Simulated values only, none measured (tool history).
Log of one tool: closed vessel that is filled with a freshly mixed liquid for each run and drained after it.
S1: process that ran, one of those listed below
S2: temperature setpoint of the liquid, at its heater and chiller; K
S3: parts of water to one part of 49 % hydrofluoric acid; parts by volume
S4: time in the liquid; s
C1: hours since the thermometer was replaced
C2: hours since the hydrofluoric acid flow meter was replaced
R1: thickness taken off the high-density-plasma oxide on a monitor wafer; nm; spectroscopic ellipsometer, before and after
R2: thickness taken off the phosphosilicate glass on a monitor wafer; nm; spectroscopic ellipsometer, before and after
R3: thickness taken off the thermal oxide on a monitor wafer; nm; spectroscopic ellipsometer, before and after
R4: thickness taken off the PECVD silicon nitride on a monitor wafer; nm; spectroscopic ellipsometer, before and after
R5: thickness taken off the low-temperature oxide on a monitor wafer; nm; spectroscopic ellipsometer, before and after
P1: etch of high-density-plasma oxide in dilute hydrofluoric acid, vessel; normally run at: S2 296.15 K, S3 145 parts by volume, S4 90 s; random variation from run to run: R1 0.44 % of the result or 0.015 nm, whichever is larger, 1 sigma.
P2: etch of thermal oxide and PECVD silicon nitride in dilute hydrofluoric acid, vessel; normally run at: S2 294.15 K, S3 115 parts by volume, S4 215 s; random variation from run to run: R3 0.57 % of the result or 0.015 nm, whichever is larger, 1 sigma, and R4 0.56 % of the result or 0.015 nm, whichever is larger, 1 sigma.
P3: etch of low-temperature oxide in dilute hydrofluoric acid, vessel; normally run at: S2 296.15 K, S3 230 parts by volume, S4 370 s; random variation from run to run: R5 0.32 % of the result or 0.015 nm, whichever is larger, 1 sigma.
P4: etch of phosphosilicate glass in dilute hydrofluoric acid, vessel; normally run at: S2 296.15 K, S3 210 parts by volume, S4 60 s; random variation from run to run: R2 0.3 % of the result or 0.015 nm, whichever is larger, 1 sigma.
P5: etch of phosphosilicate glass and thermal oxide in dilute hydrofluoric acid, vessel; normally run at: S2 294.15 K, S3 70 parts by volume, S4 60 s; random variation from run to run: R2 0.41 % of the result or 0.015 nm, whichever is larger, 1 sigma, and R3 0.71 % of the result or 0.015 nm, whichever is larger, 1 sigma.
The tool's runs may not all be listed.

run,hour,S1,S2,S3,S4,C1,C2,R1,R2,R3,R4,R5
1,11.8,P1,296.15,145,90,939.5,816.0,6.3965,,,,
2,22.6,P1,296.15,145,90,950.3,826.8,6.3709,,,,
3,31.6,P4,296.15,65,60,959.3,835.8,,120.070,,,
4,40.3,P4,290.15,210,60,968.0,844.5,,24.899,,,
5,49.8,P2,294.15,115,215,977.5,854.0,,,7.4697,6.4778,
6,64.9,P1,302.15,145,155,992.6,869.1,13.8310,,,,
7,78.5,P3,296.15,230,370,1006.2,882.7,,,,,27.458
8,91.2,P1,296.15,145,135,1018.9,895.4,9.6580,,,,
9,104.3,P5,294.15,70,30,1032.0,908.5,,60.381,1.7175,,
10,116.4,P1,296.15,145,90,1044.1,920.6,6.3612,,,,
11,124.9,P4,296.15,210,30,1052.6,929.1,,15.741,,,
12,134.4,P4,296.15,210,60,1062.1,938.6,,31.425,,,
13,143.9,P1,296.15,145,90,1071.6,948.1,6.3862,,,,
14,155.4,P5,294.15,70,60,1083.1,959.6,,120.280,3.4265,,
15,166.0,P3,301.15,230,370,1093.7,970.2,,,,,32.744
16,178.5,P3,296.15,230,370,1106.2,982.7,,,,,27.457
17,191.7,P1,296.15,260,90,1119.4,995.9,3.1856,,,,
18,206.9,P5,298.15,70,60,1134.6,1011.1,,142.120,4.0778,,
19,221.0,P2,302.15,115,215,1148.7,1025.2,,,10.2510,10.8920,
20,228.2,P1,296.15,145,50,1155.9,1032.4,3.5674,,,,
21,242.8,P4,296.15,210,60,1170.5,1047.0,,31.658,,,
22,258.3,P2,294.15,115,70,1186.0,1062.5,,,2.4521,2.1223,
23,266.6,P1,296.15,145,90,1194.3,1070.8,6.3723,,,,
24,282.2,P1,296.15,145,90,1209.9,1086.4,6.3326,,,,
25,298.8,P2,294.15,115,215,1226.5,1103.0,,,7.4377,6.4999,
26,313.2,P3,296.15,230,735,1240.9,1117.4,,,,,54.489
27,323.4,P5,294.15,70,60,1251.1,1127.6,,120.410,3.4699,,
28,338.1,P1,302.65,145,90,1265.8,1142.3,8.2111,,,,
29,347.2,P1,296.15,30,90,1274.9,1151.4,35.6720,,,,
30,361.7,P1,292.15,145,90,1289.4,1165.9,5.4211,,,,
31,371.9,P2,294.15,45,215,1299.6,1176.1,,,20.8140,16.1110,

Forecast run 32:
32,386.9,P1,296.15,145,90,1314.6,1191.1,?,,,,

Run 32 gave R1 6.4174 nm.

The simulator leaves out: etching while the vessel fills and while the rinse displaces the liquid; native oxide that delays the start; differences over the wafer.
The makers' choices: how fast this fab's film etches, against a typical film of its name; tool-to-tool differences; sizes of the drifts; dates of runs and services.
